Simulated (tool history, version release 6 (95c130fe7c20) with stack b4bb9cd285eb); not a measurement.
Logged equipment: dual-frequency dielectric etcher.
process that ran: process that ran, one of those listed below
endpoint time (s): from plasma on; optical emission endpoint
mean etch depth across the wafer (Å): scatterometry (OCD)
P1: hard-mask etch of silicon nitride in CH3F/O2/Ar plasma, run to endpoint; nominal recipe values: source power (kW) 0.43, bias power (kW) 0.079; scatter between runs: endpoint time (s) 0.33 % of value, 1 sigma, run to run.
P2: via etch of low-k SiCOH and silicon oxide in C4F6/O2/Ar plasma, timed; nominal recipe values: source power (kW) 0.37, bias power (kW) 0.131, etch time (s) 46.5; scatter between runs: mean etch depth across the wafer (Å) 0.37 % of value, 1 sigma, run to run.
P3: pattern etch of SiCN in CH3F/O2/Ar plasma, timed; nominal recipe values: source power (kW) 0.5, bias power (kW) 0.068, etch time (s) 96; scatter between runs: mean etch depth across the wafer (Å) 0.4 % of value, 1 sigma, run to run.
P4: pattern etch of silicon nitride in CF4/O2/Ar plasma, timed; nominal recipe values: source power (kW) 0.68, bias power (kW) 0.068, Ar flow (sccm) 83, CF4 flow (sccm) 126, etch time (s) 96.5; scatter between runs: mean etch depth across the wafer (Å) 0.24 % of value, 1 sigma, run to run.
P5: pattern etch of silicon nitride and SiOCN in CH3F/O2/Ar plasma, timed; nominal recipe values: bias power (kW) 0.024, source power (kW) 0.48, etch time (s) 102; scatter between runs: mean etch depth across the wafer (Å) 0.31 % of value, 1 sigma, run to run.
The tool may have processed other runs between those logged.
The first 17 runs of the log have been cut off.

| run | hour | process that ran | source power (kW) | bias power (kW) | etch time (s) | Ar flow (sccm) | CF4 flow (sccm) | hours since the last wet clean | hours since the last source power generator calibration | hours since the last bias power generator calibration | endpoint time (s) | mean etch depth across the wafer (Å) |
|---|---|---|---|---|---|---|---|---|---|---|---|---|
| 18 | 64.8 | P5 | 0.48 | 0.024 | 102 |  |  | 13 | 527.5 | 1805.3 |  | 144.78 |
| 19 | 68.1 | P5 | 0.33 | 0.024 | 102 |  |  | 16.3 | 530.8 | 1808.6 |  | 126.43 |
|  | 69.5 | source power generator calibrated |
| 20 | 72.1 | P3 | 0.5 | 0.068 | 96 |  |  | 20.3 | 2.7 | 1812.6 |  | 395.19 |
| 21 | 76.1 | P1 | 0.35 | 0.064 |  |  |  | 24.3 | 6.7 | 1816.6 | 55.116 |  |
| 22 | 80.7 | P4 | 0.68 | 0.068 | 96.5 | 111 | 126 | 28.9 | 11.3 | 1821.2 |  | 2790.3 |
| 23 | 84.9 | P1 | 0.43 | 0.046 |  |  |  | 33.1 | 15.5 | 1825.4 | 56.482 |  |
| 24 | 88.5 | P5 | 0.48 | 0.024 | 102 |  |  | 36.7 | 19.1 | 1829 |  | 144.55 |
| 25 | 91 | P4 | 0.68 | 0.068 | 96.5 | 83 | 160 | 39.2 | 21.6 | 1831.5 |  | 2947.2 |
| 26 | 93.9 | P1 | 0.51 | 0.106 |  |  |  | 42.1 | 24.5 | 1834.4 | 39.869 |  |
| 27 | 96.1 | P3 | 0.5 | 0.055 | 96 |  |  | 44.3 | 26.7 | 1836.6 |  | 366.97 |
| 28 | 100.9 | P1 | 0.43 | 0.079 |  |  |  | 49.1 | 31.5 | 1841.4 | 47.489 |  |
| 29 | 103.6 | P4 | 0.68 | 0.068 | 96.5 | 83 | 126 | 51.8 | 34.2 | 1844.1 |  | 2883.6 |
| 30 | 106.2 | P1 | 0.33 | 0.079 |  |  |  | 54.4 | 36.8 | 1846.7 | 52.451 |  |
| 31 | 109.2 | P2 | 0.37 | 0.131 | 25.5 |  |  | 57.4 | 39.8 | 1849.7 |  | 599.81 |
| 32 | 113.6 | P1 | 0.43 | 0.079 |  |  |  | 61.8 | 44.2 | 1854.1 | 47.472 |  |

Estimate the outcome of run 33 from the log above:
| 33 | 117 | P1 | 0.43 | 0.079 |  |  |  | 65.2 | 47.6 | 1857.5 | ? |  |

endpoint time (s): 47.209

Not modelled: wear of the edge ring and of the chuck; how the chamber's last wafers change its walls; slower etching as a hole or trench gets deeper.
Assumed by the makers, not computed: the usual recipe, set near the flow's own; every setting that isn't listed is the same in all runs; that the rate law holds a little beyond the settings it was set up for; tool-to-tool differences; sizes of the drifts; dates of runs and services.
